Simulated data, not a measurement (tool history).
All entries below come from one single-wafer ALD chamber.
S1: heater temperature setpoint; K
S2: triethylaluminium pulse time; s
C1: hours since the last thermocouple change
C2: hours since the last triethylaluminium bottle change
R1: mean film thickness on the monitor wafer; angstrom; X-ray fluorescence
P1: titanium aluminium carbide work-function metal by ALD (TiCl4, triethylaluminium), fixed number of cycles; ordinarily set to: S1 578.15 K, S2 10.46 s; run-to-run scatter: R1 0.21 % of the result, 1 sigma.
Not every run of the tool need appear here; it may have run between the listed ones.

Run 1, hour 5: S1 578.15 K, S2 10.46 s; C1 691.7; C2 705.1. Result: R1 20.97 angstrom.
Run 2, hour 12.5: S1 559.15 K, S2 7.62 s; C1 699.2; C2 712.6. Result: R1 18.413 angstrom.
Run 3, hour 18.4: S1 578.15 K, S2 13.89 s; C1 705.1; C2 718.5. Result: R1 21.341 angstrom.
Run 4, hour 22.5: S1 578.15 K, S2 10.46 s; C1 709.2; C2 722.6. Result: R1 20.979 angstrom.
Run 5, hour 28.1: S1 601.15 K, S2 4.1 s; C1 714.8; C2 728.2. Result: R1 17.927 angstrom.
Run 6, hour 34.1: S1 578.15 K, S2 10.46 s; C1 720.8; C2 734.2. Result: R1 20.934 angstrom.
Run 7, hour 39.6: S1 558.15 K, S2 10.46 s; C1 726.3; C2 739.7. Result: R1 19.153 angstrom.
Run 8, hour 46.7: S1 578.15 K, S2 10.46 s; C1 733.4; C2 746.8. Result: R1 20.937 angstrom.
Run 9, hour 53.8: S1 578.15 K, S2 3.93 s; C1 740.5; C2 753.9. Result: R1 15.969 angstrom.
Run 10, hour 59.7: S1 578.15 K, S2 10.46 s; C1 746.4; C2 759.8. Result: R1 21.029 angstrom.
Run 11, hour 65.5: S1 603.15 K, S2 10.46 s; C1 752.2; C2 765.6. Result: R1 23.265 angstrom.
Run 12, hour 70.8: S1 565.15 K, S2 6.52 s; C1 757.5; C2 770.9. Result: R1 18.204 angstrom.

Expected results for the next run?
Run 13, hour 77.1: S1 578.15 K, S2 10.46 s; C1 763.8; C2 777.2. Result: R1 ?.

R1: 21.048 angstrom

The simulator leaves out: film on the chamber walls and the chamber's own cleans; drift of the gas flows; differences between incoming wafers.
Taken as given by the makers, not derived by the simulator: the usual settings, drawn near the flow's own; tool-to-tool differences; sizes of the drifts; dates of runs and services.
